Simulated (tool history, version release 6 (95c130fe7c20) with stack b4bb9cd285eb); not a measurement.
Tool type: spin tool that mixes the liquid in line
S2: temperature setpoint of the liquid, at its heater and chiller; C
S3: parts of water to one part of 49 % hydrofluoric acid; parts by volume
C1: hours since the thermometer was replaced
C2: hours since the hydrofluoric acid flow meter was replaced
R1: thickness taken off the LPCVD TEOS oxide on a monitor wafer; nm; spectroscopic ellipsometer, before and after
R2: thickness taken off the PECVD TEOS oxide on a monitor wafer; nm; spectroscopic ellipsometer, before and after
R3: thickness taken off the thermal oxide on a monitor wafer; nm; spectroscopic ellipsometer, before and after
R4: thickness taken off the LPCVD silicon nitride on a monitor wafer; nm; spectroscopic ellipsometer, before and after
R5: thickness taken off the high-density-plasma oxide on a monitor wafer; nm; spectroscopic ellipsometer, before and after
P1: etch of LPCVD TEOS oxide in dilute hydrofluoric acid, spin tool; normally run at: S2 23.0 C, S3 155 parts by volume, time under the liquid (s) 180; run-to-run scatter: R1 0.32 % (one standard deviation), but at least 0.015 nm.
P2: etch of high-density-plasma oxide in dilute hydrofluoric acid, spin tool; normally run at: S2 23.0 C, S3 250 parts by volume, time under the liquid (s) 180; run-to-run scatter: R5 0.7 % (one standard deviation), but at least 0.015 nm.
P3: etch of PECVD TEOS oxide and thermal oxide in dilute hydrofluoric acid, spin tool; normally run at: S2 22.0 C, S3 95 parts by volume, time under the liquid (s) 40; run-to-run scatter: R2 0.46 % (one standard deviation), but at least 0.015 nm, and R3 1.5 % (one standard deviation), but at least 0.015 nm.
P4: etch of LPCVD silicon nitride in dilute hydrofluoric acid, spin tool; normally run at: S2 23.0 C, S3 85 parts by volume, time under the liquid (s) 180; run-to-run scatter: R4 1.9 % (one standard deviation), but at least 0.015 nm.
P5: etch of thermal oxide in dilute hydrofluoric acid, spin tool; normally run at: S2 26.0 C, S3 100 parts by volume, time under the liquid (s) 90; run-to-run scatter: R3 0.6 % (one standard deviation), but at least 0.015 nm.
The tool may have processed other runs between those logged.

run 1 hour=12.8 | process_that_ran=P1 S2=23.0 S3=155 time_under_the_liquid_(s)=180 | C1=814.4 C2=1568.1 | R1=21.0720
run 2 hour=20.3 | process_that_ran=P3 S2=22.0 S3=95 time_under_the_liquid_(s)=40 | C1=821.9 C2=1575.6 | R2=7.2025 R3=1.86340
run 3 hour=32.6 | process_that_ran=P5 S2=26.0 S3=140 time_under_the_liquid_(s)=90 | C1=834.2 C2=1587.9 | R3=3.21950
run 4 hour=43.9 | process_that_ran=P1 S2=23.0 S3=75 time_under_the_liquid_(s)=65 | C1=845.5 C2=1599.2 | R1=17.1380
run 5 hour=52.6 | process_that_ran=P1 S2=31.0 S3=155 time_under_the_liquid_(s)=180 | C1=854.2 C2=1607.9 | R1=28.2270
run 6 hour=65.3 | process_that_ran=P3 S2=29.5 S3=95 time_under_the_liquid_(s)=40 | C1=866.9 C2=1620.6 | R2=9.6874 R3=2.55900
run 7 hour=74.4 | process_that_ran=P1 S2=23.0 S3=155 time_under_the_liquid_(s)=180 | C1=876.0 C2=1629.7 | R1=21.0030
run 8 hour=88.8 | process_that_ran=P1 S2=23.0 S3=155 time_under_the_liquid_(s)=290 | C1=890.4 C2=1644.1 | R1=33.9010
run 9 hour=101.8 | process_that_ran=P1 S2=23.0 S3=155 time_under_the_liquid_(s)=180 | C1=903.4 C2=1657.1 | R1=20.8230
run 10 hour=109.8 | process_that_ran=P4 S2=23.0 S3=85 time_under_the_liquid_(s)=180 | C1=911.4 C2=1665.1 | R4=1.11450
run 11 hour=122.3 | process_that_ran=P1 S2=23.0 S3=215 time_under_the_liquid_(s)=180 | C1=923.9 C2=1677.6 | R1=14.2530
run 12 hour=134.9 | process_that_ran=P4 S2=23.0 S3=85 time_under_the_liquid_(s)=30 | C1=936.5 C2=1690.2 | R4=0.17392
run 13 hour=142.3 | process_that_ran=P1 S2=23.0 S3=155 time_under_the_liquid_(s)=180 | C1=943.9 C2=1697.6 | R1=21.0690
run 14 hour=153.8 | process_that_ran=P1 S2=23.0 S3=155 time_under_the_liquid_(s)=30 | C1=955.4 C2=1709.1 | R1=3.4694
run 15 hour=161.5 | process_that_ran=P1 S2=23.0 S3=155 time_under_the_liquid_(s)=180 | C1=963.1 C2=1716.8 | R1=20.9550
run 16 hour=176.4 | process_that_ran=P3 S2=22.0 S3=175 time_under_the_liquid_(s)=40 | C1=978.0 C2=1731.7 | R2=3.6335 R3=0.94715
run 17 hour=182.9 | process_that_ran=P5 S2=26.0 S3=100 time_under_the_liquid_(s)=90 | C1=984.5 C2=1738.2 | R3=4.70270
run 18 hour=196.2 | process_that_ran=P5 S2=26.0 S3=100 time_under_the_liquid_(s)=15 | C1=997.8 C2=1751.5 | R3=0.74972
run 19 hour=209.1 | process_that_ran=P2 S2=23.0 S3=250 time_under_the_liquid_(s)=15 | C1=1010.7 C2=1764.4 | R5=0.24177
run 20 hour=222.1 | process_that_ran=P4 S2=30.0 S3=85 time_under_the_liquid_(s)=180 | C1=1023.7 C2=1777.4 | R4=1.70630
run 21 hour=230.0 | process_that_ran=P3 S2=22.0 S3=95 time_under_the_liquid_(s)=80 | C1=1031.6 C2=1785.3 | R2=14.5270 R3=3.81150
run 22 hour=240.9 | process_that_ran=P2 S2=23.0 S3=250 time_under_the_liquid_(s)=180 | C1=1042.5 C2=1796.2 | R5=2.98640
run 23 hour=250.0 | process_that_ran=P1 S2=23.0 S3=90 time_under_the_liquid_(s)=180 | C1=1051.6 C2=1805.3 | R1=39.0940
run 24 hour=260.1 | process_that_ran=P1 S2=23.0 S3=155 time_under_the_liquid_(s)=180 | C1=1061.7 C2=1815.4 | R1=20.8530
run 25 hour=267.1 | process_that_ran=P2 S2=23.0 S3=250 time_under_the_liquid_(s)=180 | C1=1068.7 C2=1822.4 | R5=3.00580
run 26 hour=273.7 | process_that_ran=P5 S2=22.0 S3=100 time_under_the_liquid_(s)=90 | C1=1075.3 C2=1829.0 | R3=4.04570
run 27 hour=287.2 | process_that_ran=P2 S2=17.0 S3=250 time_under_the_liquid_(s)=180 | C1=1088.8 C2=1842.5 | R5=2.41710

The next listed run, before its measurement:
run 28 hour=298.0 | process_that_ran=P1 S2=17.0 S3=155 time_under_the_liquid_(s)=180 | C1=1099.6 C2=1853.3 | R1=?

Run 28 gave R1 16.4100 nm.
